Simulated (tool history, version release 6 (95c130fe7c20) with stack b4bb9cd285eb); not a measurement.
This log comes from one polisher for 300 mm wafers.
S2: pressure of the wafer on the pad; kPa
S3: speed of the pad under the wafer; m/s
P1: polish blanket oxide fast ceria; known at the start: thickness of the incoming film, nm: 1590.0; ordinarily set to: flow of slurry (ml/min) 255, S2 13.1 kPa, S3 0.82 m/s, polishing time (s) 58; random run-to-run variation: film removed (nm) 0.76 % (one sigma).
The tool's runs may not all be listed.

run 1 hour=10.5 | flow_of_slurry_(ml/min)=255 S2=13.1 S3=0.82 polishing_time_(s)=58 | film_removed_(nm)=512.98
run 2 hour=18.0 | flow_of_slurry_(ml/min)=375 S2=13.1 S3=0.82 polishing_time_(s)=58 | film_removed_(nm)=532.08
run 3 hour=28.1 | flow_of_slurry_(ml/min)=255 S2=13.1 S3=0.82 polishing_time_(s)=58 | film_removed_(nm)=511.90
run 4 hour=37.0 | flow_of_slurry_(ml/min)=255 S2=20.7 S3=0.40 polishing_time_(s)=58 | film_removed_(nm)=394.57
run 5 hour=47.0 | flow_of_slurry_(ml/min)=255 S2=20.0 S3=0.82 polishing_time_(s)=58 | film_removed_(nm)=790.80
run 6 hour=56.7 | flow_of_slurry_(ml/min)=255 S2=13.1 S3=0.82 polishing_time_(s)=58 | film_removed_(nm)=511.80
run 7 hour=67.5 | flow_of_slurry_(ml/min)=255 S2=13.1 S3=1.12 polishing_time_(s)=58 | film_removed_(nm)=700.11
run 8 hour=77.4 | flow_of_slurry_(ml/min)=155 S2=13.1 S3=0.54 polishing_time_(s)=58 | film_removed_(nm)=316.09
run 9 hour=86.3 | flow_of_slurry_(ml/min)=255 S2=13.1 S3=0.82 polishing_time_(s)=58 | film_removed_(nm)=508.68
run 10 hour=92.0 | flow_of_slurry_(ml/min)=255 S2=6.9 S3=0.82 polishing_time_(s)=58 | film_removed_(nm)=274.59
run 11 hour=97.9 | flow_of_slurry_(ml/min)=255 S2=8.3 S3=0.82 polishing_time_(s)=81 | film_removed_(nm)=452.23
run 12 hour=108.0 | flow_of_slurry_(ml/min)=255 S2=13.1 S3=0.82 polishing_time_(s)=58 | film_removed_(nm)=515.28
run 13 hour=118.0 | flow_of_slurry_(ml/min)=155 S2=13.1 S3=0.82 polishing_time_(s)=58 | film_removed_(nm)=480.12
run 14 hour=128.3 | flow_of_slurry_(ml/min)=255 S2=13.1 S3=0.42 polishing_time_(s)=58 | film_removed_(nm)=265.42
run 15 hour=136.6 | flow_of_slurry_(ml/min)=255 S2=13.1 S3=0.82 polishing_time_(s)=91 | film_removed_(nm)=819.62
run 16 hour=143.9 | flow_of_slurry_(ml/min)=255 S2=13.1 S3=0.82 polishing_time_(s)=42 | film_removed_(nm)=377.44
-- hour=144.7 head pressure recalibrated
run 17 hour=150.9 | flow_of_slurry_(ml/min)=255 S2=13.1 S3=0.82 polishing_time_(s)=58 | film_removed_(nm)=515.97
run 18 hour=160.7 | flow_of_slurry_(ml/min)=255 S2=13.1 S3=0.82 polishing_time_(s)=58 | film_removed_(nm)=517.89
run 19 hour=169.4 | flow_of_slurry_(ml/min)=255 S2=13.1 S3=0.82 polishing_time_(s)=58 | film_removed_(nm)=506.84
run 20 hour=179.6 | flow_of_slurry_(ml/min)=255 S2=13.1 S3=0.82 polishing_time_(s)=58 | film_removed_(nm)=493.50
run 21 hour=188.9 | flow_of_slurry_(ml/min)=255 S2=13.1 S3=0.82 polishing_time_(s)=58 | film_removed_(nm)=496.39

The next listed run, before its measurement:
run 22 hour=198.1 | flow_of_slurry_(ml/min)=255 S2=13.1 S3=0.82 polishing_time_(s)=58 | film_removed_(nm)=?

{"run 22": {"film removed (nm)": 490.26}}
